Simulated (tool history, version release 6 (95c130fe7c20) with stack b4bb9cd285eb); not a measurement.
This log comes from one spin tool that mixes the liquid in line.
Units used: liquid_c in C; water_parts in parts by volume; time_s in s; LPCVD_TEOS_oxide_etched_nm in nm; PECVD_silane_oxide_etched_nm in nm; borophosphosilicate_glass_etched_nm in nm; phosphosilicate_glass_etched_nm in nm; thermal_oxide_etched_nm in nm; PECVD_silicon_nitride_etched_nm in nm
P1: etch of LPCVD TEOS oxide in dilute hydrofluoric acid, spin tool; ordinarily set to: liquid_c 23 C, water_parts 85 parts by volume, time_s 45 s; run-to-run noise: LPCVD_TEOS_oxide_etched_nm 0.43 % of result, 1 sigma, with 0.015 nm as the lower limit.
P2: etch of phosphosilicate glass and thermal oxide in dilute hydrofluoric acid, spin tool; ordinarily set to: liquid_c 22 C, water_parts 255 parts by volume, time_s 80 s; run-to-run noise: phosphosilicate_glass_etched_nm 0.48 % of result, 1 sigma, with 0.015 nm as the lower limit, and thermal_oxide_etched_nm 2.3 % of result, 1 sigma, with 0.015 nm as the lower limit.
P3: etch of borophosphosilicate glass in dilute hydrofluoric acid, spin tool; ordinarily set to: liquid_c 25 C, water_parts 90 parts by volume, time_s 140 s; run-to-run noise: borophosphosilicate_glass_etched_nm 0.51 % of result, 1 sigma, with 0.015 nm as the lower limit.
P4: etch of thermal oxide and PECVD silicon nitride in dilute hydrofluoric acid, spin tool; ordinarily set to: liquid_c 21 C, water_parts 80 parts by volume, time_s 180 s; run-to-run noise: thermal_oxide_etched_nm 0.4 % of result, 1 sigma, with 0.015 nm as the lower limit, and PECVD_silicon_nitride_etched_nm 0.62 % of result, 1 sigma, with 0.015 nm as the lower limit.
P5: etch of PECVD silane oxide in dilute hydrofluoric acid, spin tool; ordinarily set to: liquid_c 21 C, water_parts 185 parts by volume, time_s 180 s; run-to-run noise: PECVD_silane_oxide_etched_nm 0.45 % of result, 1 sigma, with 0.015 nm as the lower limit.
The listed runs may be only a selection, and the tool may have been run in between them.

run   hour  process  liquid_c  water_parts  time_s  hours since the thermometer was replaced  hours since the hydrofluoric acid flow meter was replaced  LPCVD_TEOS_oxide_etched_nm  PECVD_silane_oxide_etched_nm  borophosphosilicate_glass_etched_nm  phosphosilicate_glass_etched_nm  thermal_oxide_etched_nm  PECVD_silicon_nitride_etched_nm
  1   12.3       P1        23           85      45                                       860                                                     1686.7                      21.294
  2   21.8       P1        23           85      45                                     869.5                                                     1696.2                      21.276
  3   36.5       P1        23           85      45                                     884.2                                                     1710.9                       21.22
  4   49.4       P5        21          255     180                                     897.1                                                     1723.8                                                    9.5241
  5   59.8       P3        25           90     140                                     907.5                                                     1734.2                                                                                         55.276
  6   68.5       P2        22          255      80                                     916.2                                                     1742.9                                                                                                                          24.101                   1.1298
  7   84.1       P1      17.5           85      45                                     931.8                                                     1758.5                      16.903
  8  100.3       P1        23           85      45                                       948                                                     1774.7                      21.352
  9  112.7       P5        21          185      90                                     960.4                                                     1787.1                                                    6.9948
 10  120.1       P1        23           40      45                                     967.8                                                     1794.5                      48.046
 11  127.1       P3        25           90     230                                     974.8                                                     1801.5                                                                                         89.345
 12  138.7       P1        23           85      20                                     986.4                                                     1813.1                      9.4745
 13  146.8       P2        17          255      80                                     994.5                                                     1821.2                                                                                                                          20.125                   1.0172
 14    154       P1        23           85      80                                    1001.7                                                     1828.4                      37.803
 15  164.1       P4        21           80     180                                    1011.8                                                     1838.5                                                                                                                                                   9.6214                           4.0692
 16  176.4       P4        17           80     180                                    1024.1                                                     1850.8                                                                                                                                                   8.1008                           3.1244
 17  191.3       P2        22          255     140                                      1039                                                     1865.7                                                                                                                          42.366                   2.0436
 18  202.6       P1        23           85      45                                    1050.3                                                       1877                      21.241
 19  217.2       P2        22          365      80                                    1064.9                                                     1891.6                                                                                                                          15.165                  0.78283
 20  232.5       P1      26.5           55      45                                    1080.2                                                     1906.9                       39.16
 21  246.9       P1        17           85      25                                    1094.6                                                     1921.3                      9.2465
 22  256.9       P3        25           90     140                                    1104.6                                                     1931.3                                                                                         54.786
 23  270.9       P3        33           90     140                                    1118.6                                                     1945.3                                                                                         74.958
 24  281.6       P4        21           80     350                                    1129.3                                                       1956                                                                                                                                                   18.739                           7.8427
 25  292.5       P1        23          120      45                                    1140.2                                                     1966.9                      14.457
 26  305.9       P5        17          185     180                                    1153.6                                                     1980.3                                                    12.097
 27  321.6       P4        21          140     180                                    1169.3                                                       1996                                                                                                                                                    5.094                           2.3446
 28  329.1       P4        21           80     180                                    1176.8                                                     2003.5                                                                                                                                                   9.5888                           4.0951

What does the tool deliver on the next run?
 29  339.7       P5        21          185     180                                    1187.4                                                     2014.1                                                         ?

{"run 29": {"PECVD_silane_oxide_etched_nm": 14.045}}

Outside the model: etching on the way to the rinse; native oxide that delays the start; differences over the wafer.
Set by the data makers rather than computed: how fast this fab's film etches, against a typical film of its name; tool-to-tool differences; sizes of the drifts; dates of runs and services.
